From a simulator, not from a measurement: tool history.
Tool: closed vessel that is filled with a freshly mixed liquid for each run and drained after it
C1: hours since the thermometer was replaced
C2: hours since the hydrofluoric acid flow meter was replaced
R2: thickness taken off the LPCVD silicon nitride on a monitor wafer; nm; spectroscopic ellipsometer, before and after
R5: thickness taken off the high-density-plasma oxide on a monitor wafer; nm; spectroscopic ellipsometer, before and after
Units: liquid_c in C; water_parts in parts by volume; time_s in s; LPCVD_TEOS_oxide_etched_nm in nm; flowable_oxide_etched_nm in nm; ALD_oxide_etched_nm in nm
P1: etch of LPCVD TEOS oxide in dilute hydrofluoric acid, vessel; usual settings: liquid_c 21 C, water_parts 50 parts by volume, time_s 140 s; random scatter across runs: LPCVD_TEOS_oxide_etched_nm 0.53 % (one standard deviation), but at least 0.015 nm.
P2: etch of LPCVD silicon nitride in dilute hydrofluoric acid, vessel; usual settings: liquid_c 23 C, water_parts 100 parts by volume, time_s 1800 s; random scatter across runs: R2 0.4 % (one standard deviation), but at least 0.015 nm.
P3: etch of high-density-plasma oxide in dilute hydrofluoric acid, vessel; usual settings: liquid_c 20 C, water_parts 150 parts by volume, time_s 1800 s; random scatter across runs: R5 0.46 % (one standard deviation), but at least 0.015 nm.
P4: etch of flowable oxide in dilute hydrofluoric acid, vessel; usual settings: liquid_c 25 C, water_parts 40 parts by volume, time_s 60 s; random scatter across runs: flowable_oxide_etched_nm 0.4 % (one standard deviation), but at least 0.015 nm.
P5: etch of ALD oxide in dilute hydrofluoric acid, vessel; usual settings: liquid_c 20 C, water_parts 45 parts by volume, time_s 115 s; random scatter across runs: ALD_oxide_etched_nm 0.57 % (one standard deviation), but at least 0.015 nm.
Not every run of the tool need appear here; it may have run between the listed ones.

Run 1, hour 12.2: process P1, liquid_c 21 C, water_parts 50 parts by volume, time_s 140 s; C1 587.1; C2 1736.3. Result: LPCVD_TEOS_oxide_etched_nm 57.584 nm.
Run 2, hour 21.3: process P1, liquid_c 26.5 C, water_parts 50 parts by volume, time_s 140 s; C1 596.2; C2 1745.4. Result: LPCVD_TEOS_oxide_etched_nm 72.543 nm.
Run 3, hour 35.1: process P1, liquid_c 21 C, water_parts 50 parts by volume, time_s 140 s; C1 610; C2 1759.2. Result: LPCVD_TEOS_oxide_etched_nm 58.55 nm.
Run 4, hour 43.2: process P2, liquid_c 23 C, water_parts 150 parts by volume, time_s 1800 s; C1 618.1; C2 1767.3. Result: R2 6.661 nm.
Run 5, hour 51.9: process P4, liquid_c 25 C, water_parts 20 parts by volume, time_s 60 s; C1 626.8; C2 1776. Result: flowable_oxide_etched_nm 97.689 nm.
Run 6, hour 58.5: process P5, liquid_c 20 C, water_parts 25 parts by volume, time_s 115 s; C1 633.4; C2 1782.6. Result: ALD_oxide_etched_nm 59.148 nm.
Run 7, hour 67: process P1, liquid_c 21 C, water_parts 50 parts by volume, time_s 140 s; C1 641.9; C2 1791.1. Result: LPCVD_TEOS_oxide_etched_nm 58.009 nm.
Run 8, hour 80.5: process P1, liquid_c 21 C, water_parts 20 parts by volume, time_s 200 s; C1 655.4; C2 1804.6. Result: LPCVD_TEOS_oxide_etched_nm 214.13 nm.
Run 9, hour 90.6: process P3, liquid_c 17 C, water_parts 150 parts by volume, time_s 1800 s; C1 665.5; C2 1814.7. Result: R5 44.598 nm.
Run 10, hour 102.5: process P3, liquid_c 20 C, water_parts 150 parts by volume, time_s 1800 s; C1 677.4; C2 1826.6. Result: R5 49.562 nm.
Run 11, hour 115.6: process P1, liquid_c 21 C, water_parts 50 parts by volume, time_s 140 s; C1 690.5; C2 1839.7. Result: LPCVD_TEOS_oxide_etched_nm 58.171 nm.
Run 12, hour 123.9: process P1, liquid_c 21 C, water_parts 50 parts by volume, time_s 140 s; C1 698.8; C2 1848. Result: LPCVD_TEOS_oxide_etched_nm 57.605 nm.
Run 13, hour 132.6: process P5, liquid_c 28 C, water_parts 45 parts by volume, time_s 115 s; C1 707.5; C2 1856.7. Result: ALD_oxide_etched_nm 45.043 nm.
Run 14, hour 141.8: process P1, liquid_c 21 C, water_parts 20 parts by volume, time_s 35 s; C1 716.7; C2 1865.9. Result: LPCVD_TEOS_oxide_etched_nm 37.685 nm.
Run 15, hour 151.8: process P4, liquid_c 17 C, water_parts 40 parts by volume, time_s 60 s; C1 726.7; C2 1875.9. Result: flowable_oxide_etched_nm 34.009 nm.
Run 16, hour 159.3: process P2, liquid_c 23 C, water_parts 100 parts by volume, time_s 3580 s; C1 734.2; C2 1883.4. Result: R2 19.758 nm.
Run 17, hour 172.6: process P1, liquid_c 21 C, water_parts 50 parts by volume, time_s 75 s; C1 747.5; C2 1896.7. Result: LPCVD_TEOS_oxide_etched_nm 30.953 nm.
Run 18, hour 179.7: process P1, liquid_c 21 C, water_parts 50 parts by volume, time_s 140 s; C1 754.6; C2 1903.8. Result: LPCVD_TEOS_oxide_etched_nm 57.942 nm.
Run 19, hour 193.5: process P1, liquid_c 21 C, water_parts 25 parts by volume, time_s 140 s; C1 768.4; C2 1917.6. Result: LPCVD_TEOS_oxide_etched_nm 119.89 nm.
Run 20, hour 208.1: process P4, liquid_c 25 C, water_parts 40 parts by volume, time_s 60 s; C1 783; C2 1932.2. Result: flowable_oxide_etched_nm 47.795 nm.
Run 21, hour 214.6: process P1, liquid_c 21 C, water_parts 50 parts by volume, time_s 225 s; C1 789.5; C2 1938.7. Result: LPCVD_TEOS_oxide_etched_nm 93.66 nm.
Run 22, hour 226.4: process P4, liquid_c 25 C, water_parts 40 parts by volume, time_s 30 s; C1 801.3; C2 1950.5. Result: flowable_oxide_etched_nm 23.803 nm.
Run 23, hour 233.4: process P2, liquid_c 23 C, water_parts 100 parts by volume, time_s 1800 s; C1 808.3; C2 1957.5. Result: R2 9.9337 nm.
Run 24, hour 247.9: process P1, liquid_c 17 C, water_parts 50 parts by volume, time_s 140 s; C1 822.8; C2 1972. Result: LPCVD_TEOS_oxide_etched_nm 49.235 nm.
Run 25, hour 254.9: process P2, liquid_c 27 C, water_parts 100 parts by volume, time_s 1800 s; C1 829.8; C2 1979. Result: R2 12.737 nm.
Run 26, hour 268.6: process P1, liquid_c 21 C, water_parts 85 parts by volume, time_s 140 s; C1 843.5; C2 1992.7. Result: LPCVD_TEOS_oxide_etched_nm 32.871 nm.
Run 27, hour 278.5: process P3, liquid_c 20 C, water_parts 150 parts by volume, time_s 3425 s; C1 853.4; C2 2002.6. Result: R5 94.8 nm.
Run 28, hour 288.4: process P5, liquid_c 20 C, water_parts 45 parts by volume, time_s 115 s; C1 863.3; C2 2012.5. Result: ALD_oxide_etched_nm 32.532 nm.
Run 29, hour 298.8: process P3, liquid_c 20 C, water_parts 255 parts by volume, time_s 1800 s; C1 873.7; C2 2022.9. Result: R5 26.424 nm.
Run 30, hour 306.4: process P5, liquid_c 20 C, water_parts 45 parts by volume, time_s 210 s; C1 881.3; C2 2030.5. Result: ALD_oxide_etched_nm 58.915 nm.
Run 31, hour 315.8: process P5, liquid_c 20 C, water_parts 45 parts by volume, time_s 115 s; C1 890.7; C2 2039.9. Result: ALD_oxide_etched_nm 32.086 nm.
Run 32, hour 323.6: process P1, liquid_c 21 C, water_parts 50 parts by volume, time_s 140 s; C1 898.5; C2 2047.7. Result: LPCVD_TEOS_oxide_etched_nm 58.004 nm.
Run 33, hour 333.4: process P1, liquid_c 21 C, water_parts 50 parts by volume, time_s 140 s; C1 908.3; C2 2057.5. Result: LPCVD_TEOS_oxide_etched_nm 59.506 nm.
Run 34, hour 340: process P1, liquid_c 21 C, water_parts 50 parts by volume, time_s 140 s; C1 914.9; C2 2064.1. Result: LPCVD_TEOS_oxide_etched_nm 60.046 nm.
Run 35, hour 351.9: process P1, liquid_c 21 C, water_parts 50 parts by volume, time_s 140 s; C1 926.8; C2 2076. Result: LPCVD_TEOS_oxide_etched_nm 60.524 nm.
Run 36, hour 361.2: process P1, liquid_c 21 C, water_parts 50 parts by volume, time_s 140 s; C1 936.1; C2 2085.3. Result: LPCVD_TEOS_oxide_etched_nm 61.229 nm.
Run 37, hour 373: process P1, liquid_c 21 C, water_parts 50 parts by volume, time_s 140 s; C1 947.9; C2 2097.1. Result: LPCVD_TEOS_oxide_etched_nm 61.245 nm.
Run 38, hour 383.6: process P1, liquid_c 21 C, water_parts 50 parts by volume, time_s 140 s; C1 958.5; C2 2107.7. Result: LPCVD_TEOS_oxide_etched_nm 60.936 nm.
Run 39, hour 395.2: process P1, liquid_c 21 C, water_parts 50 parts by volume, time_s 140 s; C1 970.1; C2 2119.3. Result: LPCVD_TEOS_oxide_etched_nm 61.699 nm.
Run 40, hour 405.1: process P1, liquid_c 21 C, water_parts 50 parts by volume, time_s 140 s; C1 980; C2 2129.2. Result: LPCVD_TEOS_oxide_etched_nm 61.872 nm.
Run 41, hour 416.7: process P1, liquid_c 21 C, water_parts 50 parts by volume, time_s 140 s; C1 991.6; C2 2140.8. Result: LPCVD_TEOS_oxide_etched_nm 61.528 nm.
Run 42, hour 428.3: process P1, liquid_c 21 C, water_parts 50 parts by volume, time_s 140 s; C1 1003.2; C2 2152.4. Result: LPCVD_TEOS_oxide_etched_nm 61.702 nm.

The log shows P1 creeping away from where it was. Any of the 2 causes listed here, at the size stated for it, fits the log just as well as the others:
A: liquid hotter than its thermometer reads (K) = 1.53
B: hydrofluoric acid flow above the setpoint (%) = 6.21
The process output started creeping at around hour 323.6.

Below are 4 check runs, each on a single wafer, with their results shown as question marks. Which of them would tell the listed causes apart, meaning the causes would give clearly different results under it?
Run check 1, hour 439.9: process P3, liquid_c 20 C, water_parts 150 parts by volume, time_s 1800 s. Result: R5 ?.
Run check 2, hour 439.9: process P4, liquid_c 25 C, water_parts 40 parts by volume, time_s 60 s. Result: flowable_oxide_etched_nm ?.
Run check 3, hour 439.9: process P2, liquid_c 23 C, water_parts 100 parts by volume, time_s 1800 s. Result: R2 ?.
Run check 4, hour 439.9: process P5, liquid_c 20 C, water_parts 45 parts by volume, time_s 115 s. Result: ALD_oxide_etched_nm ?.

What each check would give under each cause:
  check                    result    if A    if B
check 1                        R5  52.947  53.426
check 2  flowable_oxide_etched_nm  50.781  50.826
check 3                        R2  10.925  10.479
check 4       ALD_oxide_etched_nm  34.495  34.445
How far apart the two closest causes lie, in the result that separates them most: check 1 0.9 %; check 2 0.09 %; check 3 4.17 %; check 4 0.14 %
Check 3 tells the causes apart: in the others they would give nearly the same result.

Here is what check 3 returned: R2 10.413 nm. Which cause is it?

The cause is B: hydrofluoric acid flow above the setpoint (%).

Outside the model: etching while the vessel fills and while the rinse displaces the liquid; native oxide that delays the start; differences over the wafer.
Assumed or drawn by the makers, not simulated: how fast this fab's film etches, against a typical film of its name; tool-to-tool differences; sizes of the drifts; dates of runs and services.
